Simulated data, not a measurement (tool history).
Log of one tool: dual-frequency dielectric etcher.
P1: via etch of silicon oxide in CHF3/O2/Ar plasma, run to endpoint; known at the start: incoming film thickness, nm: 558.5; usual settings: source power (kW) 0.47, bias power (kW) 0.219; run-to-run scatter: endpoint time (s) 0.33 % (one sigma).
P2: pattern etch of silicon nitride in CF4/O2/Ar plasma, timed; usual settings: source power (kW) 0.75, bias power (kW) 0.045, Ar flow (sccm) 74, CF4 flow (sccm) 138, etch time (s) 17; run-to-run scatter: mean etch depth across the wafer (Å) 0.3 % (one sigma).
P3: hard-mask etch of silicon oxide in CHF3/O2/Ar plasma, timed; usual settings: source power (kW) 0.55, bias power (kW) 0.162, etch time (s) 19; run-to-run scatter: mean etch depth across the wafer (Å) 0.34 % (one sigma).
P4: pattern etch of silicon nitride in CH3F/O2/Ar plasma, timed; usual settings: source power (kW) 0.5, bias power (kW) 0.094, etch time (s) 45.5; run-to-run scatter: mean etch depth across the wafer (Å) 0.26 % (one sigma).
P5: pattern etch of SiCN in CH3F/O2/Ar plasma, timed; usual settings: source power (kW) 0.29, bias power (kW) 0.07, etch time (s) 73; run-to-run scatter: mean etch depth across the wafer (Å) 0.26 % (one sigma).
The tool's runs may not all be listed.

| run | hour | process that ran | source power (kW) | bias power (kW) | etch time (s) | Ar flow (sccm) | CF4 flow (sccm) | hours since the last wet clean | hours since the last source power generator calibration | hours since the last bias power generator calibration | endpoint time (s) | mean etch depth across the wafer (Å) |
|---|---|---|---|---|---|---|---|---|---|---|---|---|
| 1 | 13.4 | P1 | 0.47 | 0.219 |  |  |  | 107.7 | 1201.6 | 1324.1 | 292.93 |  |
| 2 | 22.9 | P4 | 0.5 | 0.094 | 45.5 |  |  | 117.2 | 1211.1 | 1333.6 |  | 375.31 |
| 3 | 33.4 | P1 | 0.47 | 0.219 |  |  |  | 127.7 | 1221.6 | 1344.1 | 293.74 |  |
| 4 | 44.6 | P2 | 0.75 | 0.045 | 17 | 74 | 175 | 138.9 | 1232.8 | 1355.3 |  | 486.53 |
| 5 | 53.5 | P4 | 0.37 | 0.094 | 45.5 |  |  | 147.8 | 1241.7 | 1364.2 |  | 337.16 |
| 6 | 64 | P2 | 0.75 | 0.033 | 17 | 74 | 138 | 158.3 | 1252.2 | 1374.7 |  | 432.97 |
| 7 | 74.2 | P1 | 0.47 | 0.219 |  |  |  | 168.5 | 1262.4 | 1384.9 | 293.94 |  |
| 8 | 85.6 | P1 | 0.47 | 0.219 |  |  |  | 179.9 | 1273.8 | 1396.3 | 293.99 |  |
| 9 | 92.8 | P5 | 0.39 | 0.07 | 73 |  |  | 187.1 | 1281 | 1403.5 |  | 269.65 |
| 10 | 100.3 | P1 | 0.47 | 0.219 |  |  |  | 194.6 | 1288.5 | 1411 | 292.47 |  |
| 11 | 110.5 | P1 | 0.38 | 0.149 |  |  |  | 204.8 | 1298.7 | 1421.2 | 365.16 |  |
| 12 | 124 | P1 | 0.47 | 0.274 |  |  |  | 218.3 | 1312.2 | 1434.7 | 271.16 |  |
| 13 | 133.3 | P3 | 0.7 | 0.162 | 19 |  |  | 227.6 | 1321.5 | 1444 |  | 399.54 |
| 14 | 144.9 | P3 | 0.55 | 0.127 | 19 |  |  | 239.2 | 1333.1 | 1455.6 |  | 336.43 |
| 15 | 157 | P1 | 0.38 | 0.295 |  |  |  | 251.3 | 1345.2 | 1467.7 | 284.23 |  |
| 16 | 169.5 | P1 | 0.6 | 0.219 |  |  |  | 263.8 | 1357.7 | 1480.2 | 265.8 |  |
| 17 | 179.9 | P4 | 0.5 | 0.094 | 61.5 |  |  | 274.2 | 1368.1 | 1490.6 |  | 508.52 |
| 18 | 189.1 | P2 | 0.75 | 0.045 | 17 | 74 | 138 | 283.4 | 1377.3 | 1499.8 |  | 473.35 |
| 19 | 196.6 | P1 | 0.47 | 0.219 |  |  |  | 290.9 | 1384.8 | 1507.3 | 292.85 |  |
| 20 | 210.3 | P3 | 0.55 | 0.162 | 11.5 |  |  | 304.6 | 1398.5 | 1521 |  | 219.38 |

Run 21 comes next. What will it give?
| 21 | 224.2 | P2 | 0.89 | 0.045 | 17 | 74 | 138 | 318.5 | 1412.4 | 1534.9 |  | ? |

Run 21 gave mean etch depth across the wafer (Å) 554.04.
